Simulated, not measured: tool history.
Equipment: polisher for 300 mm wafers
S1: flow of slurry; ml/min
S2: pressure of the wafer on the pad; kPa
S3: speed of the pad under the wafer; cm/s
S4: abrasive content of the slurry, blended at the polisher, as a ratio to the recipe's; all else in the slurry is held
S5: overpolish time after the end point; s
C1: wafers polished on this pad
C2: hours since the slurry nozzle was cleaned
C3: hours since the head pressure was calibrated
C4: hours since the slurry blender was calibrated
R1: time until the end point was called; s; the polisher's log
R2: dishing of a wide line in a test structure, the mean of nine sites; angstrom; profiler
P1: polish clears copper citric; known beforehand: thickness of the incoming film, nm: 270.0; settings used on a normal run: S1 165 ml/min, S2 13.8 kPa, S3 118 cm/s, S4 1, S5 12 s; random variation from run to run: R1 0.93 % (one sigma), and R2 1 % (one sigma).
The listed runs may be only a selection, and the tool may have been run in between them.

run 1 hour=4 | S1=165 S2=13.8 S3=118 S4=1 S5=12 | C1=386 C2=431.8 C3=229.6 C4=119 | R1=132.03 R2=159.39
run 2 hour=9.6 | S1=165 S2=13.8 S3=118 S4=0.5 S5=12 | C1=433 C2=437.4 C3=235.2 C4=124.6 | R1=150.23 R2=138.3
run 3 hour=13.8 | S1=165 S2=13.8 S3=54 S4=1 S5=20 | C1=469 C2=441.6 C3=239.4 C4=128.8 | R1=276.71 R2=130.14
run 4 hour=19.6 | S1=165 S2=19.3 S3=118 S4=1 S5=12 | C1=518 C2=447.4 C3=245.2 C4=134.6 | R1=96.121 R2=210.31
run 5 hour=25.5 | S1=165 S2=10.3 S3=118 S4=1 S5=12 | C1=568 C2=453.3 C3=251.1 C4=140.5 | R1=176.42 R2=123.18
run 6 hour=31.6 | S1=165 S2=13.8 S3=118 S4=1 S5=12 | C1=619 C2=459.4 C3=257.2 C4=146.6 | R1=131.39 R2=157.28
run 7 hour=36.8 | S1=165 S2=13.8 S3=118 S4=1 S5=18 | C1=664 C2=464.6 C3=262.4 C4=151.8 | R1=133.43 R2=220.5
run 8 hour=42.2 | S1=165 S2=13.8 S3=118 S4=1 S5=6 | C1=709 C2=470 C3=267.8 C4=157.2 | R1=134.42 R2=85.648
run 9 hour=46.8 | S1=165 S2=13.8 S3=150 S4=1 S5=12 | C1=748 C2=474.6 C3=272.4 C4=161.8 | R1=105.39 R2=189.73
run 10 hour=49.8 | S1=165 S2=13.8 S3=118 S4=1.25 S5=12 | C1=774 C2=477.6 C3=275.4 C4=164.8 | R1=124.15 R2=162.92
run 11 hour=53.3 | S1=165 S2=13.8 S3=118 S4=1 S5=12 | C1=803 C2=481.1 C3=278.9 C4=168.3 | R1=131.75 R2=155.77
run 12 hour=57.7 | S1=165 S2=13.8 S3=118 S4=1 S5=12 | C1=841 C2=485.5 C3=283.3 C4=172.7 | R1=131.89 R2=157.68
run 13 hour=63.8 | S1=100 S2=13.8 S3=118 S4=1 S5=12 | C1=892 C2=491.6 C3=289.4 C4=178.8 | R1=145.91 R2=145.57
run 14 hour=67.4 | S1=235 S2=13.8 S3=118 S4=1 S5=12 | C1=923 C2=495.2 C3=293 C4=182.4 | R1=126.8 R2=162.41
run 15 hour=71.2 | S1=165 S2=13.8 S3=80 S4=1 S5=12 | C1=955 C2=499 C3=296.8 C4=186.2 | R1=190.33 R2=114.21

What does the tool deliver on the next run?
run 16 hour=75.5 | S1=165 S2=13.8 S3=118 S4=1 S5=12 | C1=991 C2=503.3 C3=301.1 C4=190.5 | R1=? R2=?

Run 16 yielded R1 132.87 s, R2 159.6 angstrom.

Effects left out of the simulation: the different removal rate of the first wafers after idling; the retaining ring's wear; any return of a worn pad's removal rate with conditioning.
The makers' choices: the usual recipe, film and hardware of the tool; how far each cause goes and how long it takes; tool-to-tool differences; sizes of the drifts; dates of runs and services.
